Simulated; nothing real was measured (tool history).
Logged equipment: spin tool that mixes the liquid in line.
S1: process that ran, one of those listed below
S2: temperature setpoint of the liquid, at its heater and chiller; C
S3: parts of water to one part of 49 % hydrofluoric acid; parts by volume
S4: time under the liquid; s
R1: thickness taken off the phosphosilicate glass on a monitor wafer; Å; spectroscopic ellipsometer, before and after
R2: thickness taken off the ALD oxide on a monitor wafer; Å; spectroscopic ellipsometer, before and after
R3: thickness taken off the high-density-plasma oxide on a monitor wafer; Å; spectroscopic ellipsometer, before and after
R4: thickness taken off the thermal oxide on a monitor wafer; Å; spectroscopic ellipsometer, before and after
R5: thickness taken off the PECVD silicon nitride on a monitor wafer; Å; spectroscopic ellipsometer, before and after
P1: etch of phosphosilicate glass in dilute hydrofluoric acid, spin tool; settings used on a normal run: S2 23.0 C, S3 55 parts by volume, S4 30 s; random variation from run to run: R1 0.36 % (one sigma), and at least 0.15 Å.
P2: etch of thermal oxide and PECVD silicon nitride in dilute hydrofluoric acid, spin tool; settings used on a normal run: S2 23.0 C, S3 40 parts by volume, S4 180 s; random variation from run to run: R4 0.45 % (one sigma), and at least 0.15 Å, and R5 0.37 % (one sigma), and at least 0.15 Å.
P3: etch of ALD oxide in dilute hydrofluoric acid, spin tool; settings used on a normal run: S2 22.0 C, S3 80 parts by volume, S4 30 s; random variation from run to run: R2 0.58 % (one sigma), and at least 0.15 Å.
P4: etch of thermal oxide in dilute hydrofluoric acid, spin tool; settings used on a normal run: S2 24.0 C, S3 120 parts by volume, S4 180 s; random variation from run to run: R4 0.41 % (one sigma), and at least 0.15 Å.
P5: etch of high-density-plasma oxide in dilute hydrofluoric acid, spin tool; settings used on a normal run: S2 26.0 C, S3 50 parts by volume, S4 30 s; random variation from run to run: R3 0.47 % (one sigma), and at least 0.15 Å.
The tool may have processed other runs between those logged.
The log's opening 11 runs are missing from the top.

run   hour  S1    S2   S3   S4       R1       R2       R3       R4       R5
 12   71.2  P4  24.0  170  180                              49.210
 13   76.9  P2  23.0   40  180                             222.440   68.845
 14   82.1  P1  23.0   55   30   432.00
 15   86.7  P4  28.0  120  180                              85.887
 16   90.8  P1  23.0   80   15   144.36
 17   96.1  P3  22.0   80   30            58.516
 18  101.8  P1  23.0   20   30  1234.60
 19  106.3  P3  17.0   80   30            47.504
 20  109.6  P1  23.0   90   30   251.74
 21  114.5  P4  24.0  120  180                              73.312
 22  121.6  P5  26.0   50   30                     65.748
 23  128.2  P1  23.0   55   30   432.68
 24  133.4  P2  17.0   40  180                             172.340   45.276
 25  138.3  P5  26.0   30   30                    112.410
 26  141.7  P3  22.0   25   30           201.790
 27  147.6  P1  23.0   55   15   216.03
 28  153.3  P1  23.0   55   30   431.71
 29  159.4  P1  27.5   55   15   260.28
 30  164.2  P2  23.0   40  345                             424.810  132.440
 31  170.7  P1  23.0   55   50   720.08
 32  176.6  P4  24.0  120  180                              73.472
 33  182.3  P1  23.0   55   30   432.41
 34  188.8  P1  23.0   55   30   412.01
 35  194.7  P1  23.0   55   30   399.90
 36  201.8  P1  23.0   55   30   398.74

Run 37 has not been measured yet. What should we expect?
 37  208.9  P1  23.0  55  30   ?

Logged for run 37: R1 394.53 Å.

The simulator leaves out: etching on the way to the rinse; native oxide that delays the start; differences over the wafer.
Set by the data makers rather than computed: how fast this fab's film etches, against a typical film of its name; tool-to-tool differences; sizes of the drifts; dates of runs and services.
